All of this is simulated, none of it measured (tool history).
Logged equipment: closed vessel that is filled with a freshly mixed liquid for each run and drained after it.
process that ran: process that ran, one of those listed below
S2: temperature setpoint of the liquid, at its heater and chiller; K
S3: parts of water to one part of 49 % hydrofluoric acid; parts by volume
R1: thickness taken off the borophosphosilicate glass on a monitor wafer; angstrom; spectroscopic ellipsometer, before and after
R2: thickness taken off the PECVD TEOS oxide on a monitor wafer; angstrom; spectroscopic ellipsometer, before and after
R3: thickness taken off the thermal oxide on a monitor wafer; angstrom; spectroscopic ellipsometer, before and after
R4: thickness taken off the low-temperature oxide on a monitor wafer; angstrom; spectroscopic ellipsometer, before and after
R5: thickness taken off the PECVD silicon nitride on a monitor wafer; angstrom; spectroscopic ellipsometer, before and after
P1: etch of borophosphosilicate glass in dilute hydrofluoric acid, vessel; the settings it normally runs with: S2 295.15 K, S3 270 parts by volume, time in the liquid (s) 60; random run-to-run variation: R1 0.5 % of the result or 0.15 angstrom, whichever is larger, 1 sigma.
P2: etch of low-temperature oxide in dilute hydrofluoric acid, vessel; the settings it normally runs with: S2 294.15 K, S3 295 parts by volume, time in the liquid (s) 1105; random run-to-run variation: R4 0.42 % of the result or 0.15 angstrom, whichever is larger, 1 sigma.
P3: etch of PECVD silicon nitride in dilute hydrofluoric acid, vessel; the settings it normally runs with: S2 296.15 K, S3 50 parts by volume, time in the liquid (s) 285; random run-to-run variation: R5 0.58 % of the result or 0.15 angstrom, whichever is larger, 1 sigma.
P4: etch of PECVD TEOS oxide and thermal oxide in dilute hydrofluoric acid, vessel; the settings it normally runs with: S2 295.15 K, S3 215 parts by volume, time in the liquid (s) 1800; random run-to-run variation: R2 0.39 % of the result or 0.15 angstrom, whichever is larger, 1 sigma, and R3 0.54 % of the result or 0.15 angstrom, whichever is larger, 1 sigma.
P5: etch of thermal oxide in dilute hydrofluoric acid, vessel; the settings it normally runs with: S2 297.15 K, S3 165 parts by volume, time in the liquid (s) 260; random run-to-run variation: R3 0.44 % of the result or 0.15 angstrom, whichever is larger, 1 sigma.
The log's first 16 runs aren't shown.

Run 17, hour 166.2: process that ran P3, S2 291.15 K, S3 50 parts by volume, time in the liquid (s) 285. Result: R5 132.890 angstrom.
Run 18, hour 174.8: process that ran P1, S2 301.65 K, S3 270 parts by volume, time in the liquid (s) 60. Result: R1 146.270 angstrom.
Run 19, hour 182.9: process that ran P2, S2 294.15 K, S3 295 parts by volume, time in the liquid (s) 455. Result: R4 171.51 angstrom.
Run 20, hour 194.0: process that ran P1, S2 295.15 K, S3 270 parts by volume, time in the liquid (s) 60. Result: R1 117.060 angstrom.
Run 21, hour 201.1: process that ran P1, S2 299.65 K, S3 270 parts by volume, time in the liquid (s) 110. Result: R1 252.650 angstrom.
Run 22, hour 211.6: process that ran P3, S2 296.15 K, S3 50 parts by volume, time in the liquid (s) 285. Result: R5 186.630 angstrom.
Run 23, hour 220.9: process that ran P1, S2 295.15 K, S3 270 parts by volume, time in the liquid (s) 30. Result: R1 58.219 angstrom.
Run 24, hour 232.4: process that ran P1, S2 295.15 K, S3 45 parts by volume, time in the liquid (s) 60. Result: R1 900.140 angstrom.
Run 25, hour 244.4: process that ran P5, S2 297.15 K, S3 165 parts by volume, time in the liquid (s) 260. Result: R3 70.529 angstrom.
Run 26, hour 255.4: process that ran P1, S2 295.15 K, S3 450 parts by volume, time in the liquid (s) 115. Result: R1 113.660 angstrom.
Run 27, hour 267.3: process that ran P5, S2 297.15 K, S3 165 parts by volume, time in the liquid (s) 260. Result: R3 69.776 angstrom.
Run 28, hour 273.1: process that ran P3, S2 296.15 K, S3 50 parts by volume, time in the liquid (s) 85. Result: R5 55.765 angstrom.
Run 29, hour 285.5: process that ran P5, S2 297.15 K, S3 165 parts by volume, time in the liquid (s) 440. Result: R3 117.570 angstrom.
Run 30, hour 293.9: process that ran P5, S2 302.15 K, S3 165 parts by volume, time in the liquid (s) 260. Result: R3 83.809 angstrom.
Run 31, hour 300.6: process that ran P3, S2 296.15 K, S3 20 parts by volume, time in the liquid (s) 285. Result: R5 453.310 angstrom.
Run 32, hour 310.4: process that ran P2, S2 290.15 K, S3 295 parts by volume, time in the liquid (s) 1105. Result: R4 359.66 angstrom.
Run 33, hour 320.6: process that ran P4, S2 290.15 K, S3 215 parts by volume, time in the liquid (s) 1800. Result: R2 476.15 angstrom, R3 264.780 angstrom.
Run 34, hour 331.4: process that ran P1, S2 295.15 K, S3 270 parts by volume, time in the liquid (s) 60. Result: R1 115.890 angstrom.
Run 35, hour 343.6: process that ran P1, S2 295.15 K, S3 270 parts by volume, time in the liquid (s) 60. Result: R1 120.810 angstrom.
Run 36, hour 352.9: process that ran P1, S2 295.15 K, S3 270 parts by volume, time in the liquid (s) 60. Result: R1 122.680 angstrom.
Run 37, hour 362.1: process that ran P1, S2 295.15 K, S3 270 parts by volume, time in the liquid (s) 60. Result: R1 123.310 angstrom.
Run 38, hour 370.7: process that ran P1, S2 295.15 K, S3 270 parts by volume, time in the liquid (s) 60. Result: R1 123.130 angstrom.
Run 39, hour 381.8: process that ran P1, S2 295.15 K, S3 270 parts by volume, time in the liquid (s) 60. Result: R1 123.940 angstrom.

Estimate the outcome of run 40 from the log above:
Run 40, hour 391.1: process that ran P1, S2 295.15 K, S3 270 parts by volume, time in the liquid (s) 60. Result: R1 ?.

Run 40 measured R1 124.020 angstrom.

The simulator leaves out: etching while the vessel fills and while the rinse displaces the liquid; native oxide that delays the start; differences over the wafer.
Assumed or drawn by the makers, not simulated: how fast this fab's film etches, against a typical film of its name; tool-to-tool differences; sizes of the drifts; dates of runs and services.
